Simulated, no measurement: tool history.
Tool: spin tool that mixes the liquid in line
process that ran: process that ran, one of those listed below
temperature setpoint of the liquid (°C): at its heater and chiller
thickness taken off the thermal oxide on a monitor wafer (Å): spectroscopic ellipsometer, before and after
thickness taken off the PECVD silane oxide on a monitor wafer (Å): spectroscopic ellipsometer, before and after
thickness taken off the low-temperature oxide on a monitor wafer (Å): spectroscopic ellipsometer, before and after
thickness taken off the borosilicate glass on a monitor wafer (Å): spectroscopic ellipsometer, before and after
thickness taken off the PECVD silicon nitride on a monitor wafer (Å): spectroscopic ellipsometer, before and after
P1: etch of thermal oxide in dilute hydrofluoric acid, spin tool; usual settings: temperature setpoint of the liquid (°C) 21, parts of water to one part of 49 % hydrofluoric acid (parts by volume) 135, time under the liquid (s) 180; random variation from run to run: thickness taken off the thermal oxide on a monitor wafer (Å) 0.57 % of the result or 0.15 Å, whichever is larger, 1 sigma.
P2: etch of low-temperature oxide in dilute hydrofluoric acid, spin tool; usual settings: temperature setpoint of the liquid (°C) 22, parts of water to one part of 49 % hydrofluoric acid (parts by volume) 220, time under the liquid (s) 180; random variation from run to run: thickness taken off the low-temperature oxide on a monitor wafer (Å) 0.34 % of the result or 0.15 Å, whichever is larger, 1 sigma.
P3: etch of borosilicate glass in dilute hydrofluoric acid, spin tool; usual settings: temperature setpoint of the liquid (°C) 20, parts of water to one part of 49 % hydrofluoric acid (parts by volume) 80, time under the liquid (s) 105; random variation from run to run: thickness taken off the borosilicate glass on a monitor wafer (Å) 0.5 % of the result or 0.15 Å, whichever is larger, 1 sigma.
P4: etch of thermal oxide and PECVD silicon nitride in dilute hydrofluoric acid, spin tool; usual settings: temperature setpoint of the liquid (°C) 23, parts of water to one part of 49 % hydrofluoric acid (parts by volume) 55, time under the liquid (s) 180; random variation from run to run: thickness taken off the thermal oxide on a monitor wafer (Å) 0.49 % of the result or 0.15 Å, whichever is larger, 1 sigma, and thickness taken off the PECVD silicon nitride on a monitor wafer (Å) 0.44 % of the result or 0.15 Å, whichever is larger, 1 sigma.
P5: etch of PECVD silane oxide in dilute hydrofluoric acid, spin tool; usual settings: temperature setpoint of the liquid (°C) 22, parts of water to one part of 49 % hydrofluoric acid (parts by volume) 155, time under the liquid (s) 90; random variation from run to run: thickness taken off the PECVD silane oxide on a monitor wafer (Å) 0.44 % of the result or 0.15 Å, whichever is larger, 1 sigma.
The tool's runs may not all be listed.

run   hour  process that ran  temperature setpoint of the liquid (°C)  parts of water to one part of 49 % hydrofluoric acid (parts by volume)  time under the liquid (s)  hours since the thermometer was replaced  hours since the hydrofluoric acid flow meter was replaced  thickness taken off the thermal oxide on a monitor wafer (Å)  thickness taken off the PECVD silane oxide on a monitor wafer (Å)  thickness taken off the low-temperature oxide on a monitor wafer (Å)  thickness taken off the borosilicate glass on a monitor wafer (Å)  thickness taken off the PECVD silicon nitride on a monitor wafer (Å)
  1    5.7                P1                                       21                                                                     135                        180                                     940.1                                                      103.6                                                        53.643
  2   10.7                P1                                       21                                                                     135                        180                                     945.1                                                      108.6                                                        53.085
  3     17                P1                                       21                                                                     135                        180                                     951.4                                                      114.9                                                        54.262
  4   21.6                P5                                       28                                                                     155                         90                                       956                                                      119.5                                                                                                                            122.7
  5   27.7                P2                                       17                                                                     220                        180                                     962.1                                                      125.6                                                                                                                                                                                                 196.89
  6   31.4                P2                                       22                                                                     220                         15                                     965.8                                                      129.3                                                                                                                                                                                                  19.91
  7   35.9                P3                                       20                                                                      80                         45                                     970.3                                                      133.8                                                                                                                                                                                                                                                                    156.63
  8   42.9                P5                                       22                                                                     155                         90                                     977.3                                                      140.8                                                                                                                           98.617
  9   47.3                P1                                       21                                                                     135                        180                                     981.7                                                      145.2                                                        54.519
 10     52                P1                                       21                                                                     135                        180                                     986.4                                                      149.9                                                        53.353
 11   55.9                P3                                       20                                                                      80                        105                                     990.3                                                      153.8                                                                                                                                                                                                                                                                    362.75
 12     62                P5                                       22                                                                     155                         90                                     996.4                                                      159.9                                                                                                                           99.358
 13   66.8                P5                                       22                                                                     155                         15                                    1001.2                                                      164.7                                                                                                                           16.527
 14   71.5                P2                                       22                                                                     220                        180                                    1005.9                                                      169.4                                                                                                                                                                                                 237.75
 15   77.1                P2                                       22                                                                      65                        180                                    1011.5                                                        175                                                                                                                                                                                                  953.4
 16   83.9                P1                                       21                                                                     135                        180                                    1018.3                                                      181.8                                                        54.249
 17   87.3                P1                                       17                                                                     135                        180                                    1021.7                                                      185.2                                                        45.828
 18   93.5                P1                                       21                                                                     135                        260                                    1027.9                                                      191.4                                                        77.345
 19  100.5                P4                                       23                                                                      20                        180                                    1034.9                                                      198.4                                                        418.34                                                                                                                                                                                                                                                                            146.92
 20  105.8                P1                                       28                                                                     135                        180                                    1040.2                                                      203.7                                                        70.844
 21  110.2                P4                                       19                                                                      55                        180                                    1044.6                                                      208.1                                                        123.11                                                                                                                                                                                                                                                                             41.92
 22  116.8                P4                                       23                                                                      55                        180                                    1051.2                                                      214.7                                                        145.07                                                                                                                                                                                                                                                                            55.406
 23    121                P1                                       21                                                                     215                        180                                    1055.4                                                      218.9                                                        31.105
 24  125.7                P3                                       20                                                                      20                        105                                    1060.1                                                      223.6                                                                                                                                                                                                                                                                    1582.3
 25  128.9                P1                                       21                                                                      45                        180                                    1063.3                                                      226.8                                                        179.15
 26    133                P1                                       21                                                                     135                         70                                    1067.4                                                      230.9                                                        20.841
 27  136.9                P3                                       28                                                                      80                        105                                    1071.3                                                      234.8                                                                                                                                                                                                                                                                    505.29
 28  142.3                P1                                       21                                                                      60                         65                                    1076.7                                                      240.2                                                        47.586
 29  147.5                P4                                       23                                                                      55                        180                                    1081.9                                                      245.4                                                        144.62                                                                                                                                                                                                                                                                            55.917
 30  152.2                P1                                       17                                                                      60                        180                                    1086.6                                                      250.1                                                         110.5
 31  158.4                P4                                       23                                                                      55                        355                                    1092.8                                                      256.3                                                        283.88                                                                                                                                                                                                                                                                            109.64
 32  163.3                P5                                       22                                                                      50                         90                                    1097.7                                                      261.2                                                                                                                           347.51
 33  169.6                P1                                       21                                                                     135                        180                                      1104                                                      267.5                                                        53.295
 34  174.3                P1                                       21                                                                     135                        180                                    1108.7                                                      272.2                                                        55.176
 35  179.9                P1                                       21                                                                     135                        180                                    1114.3                                                      277.8                                                        56.256
 36  185.5                P1                                       21                                                                     135                        180                                    1119.9                                                      283.4                                                        57.387
 37  188.8                P1                                       21                                                                     135                        180                                    1123.2                                                      286.7                                                        57.719
 38  193.1                P1                                       21                                                                     135                        180                                    1127.5                                                        291                                                         58.17
 39  197.1                P1                                       21                                                                     135                        180                                    1131.5                                                        295                                                        57.764
 40  203.2                P1                                       21                                                                     135                        180                                    1137.6                                                      301.1                                                        58.539
 41    209                P1                                       21                                                                     135                        180                                    1143.4                                                      306.9                                                        58.669
 42  212.1                P1                                       21                                                                     135                        180                                    1146.5                                                        310                                                        58.121

What P1 gives has crept away from where it was. These 2 causes fit the log equally well, each at the size given:
A: hydrofluoric acid flow above the setpoint (%) = 7.38
B: liquid hotter than its thermometer reads (K) = 2.07
The creep began at about hour 169.6.

4 check runs are offered, one wafer each, their results left as question marks. Which one tells the causes apart?
check 1  215.2                P2                                       17                                                                     220                         25                                                                                                                                                                                                                                                                                                           ?
check 2  215.2                P4                                       23                                                                      55                        355                                                                                                                                                                  ?                                                                                                                                                                                                                                                                                 ?
check 3  215.2                P5                                       22                                                                      60                         90                                                                                                                                                                                                                                     ?
check 4  215.2                P3                                     27.5                                                                      80                        105                                                                                                                                                                                                                                                                                                                                                                              ?

What each check would give under each cause:
  check                                                                result    if A    if B
check 1  thickness taken off the low-temperature oxide on a monitor wafer (Å)  29.718  29.596
check 2          thickness taken off the thermal oxide on a monitor wafer (Å)  308.13  310.84
check 2  thickness taken off the PECVD silicon nitride on a monitor wafer (Å)  117.43  125.89
check 3     thickness taken off the PECVD silane oxide on a monitor wafer (Å)  306.98  309.72
check 4     thickness taken off the borosilicate glass on a monitor wafer (Å)  534.97  535.61
How far apart the two closest causes lie, in the result that separates them most: check 1 0.41 %; check 2 6.96 %; check 3 0.89 %; check 4 0.12 %
Check 2 tells the causes apart: in the others they would give nearly the same result.

Then check 2 was run and gave: thickness taken off the thermal oxide on a monitor wafer (Å) 308.56; thickness taken off the PECVD silicon nitride on a monitor wafer (Å) 126.26. Which cause is it?

It is B: liquid hotter than its thermometer reads (K).
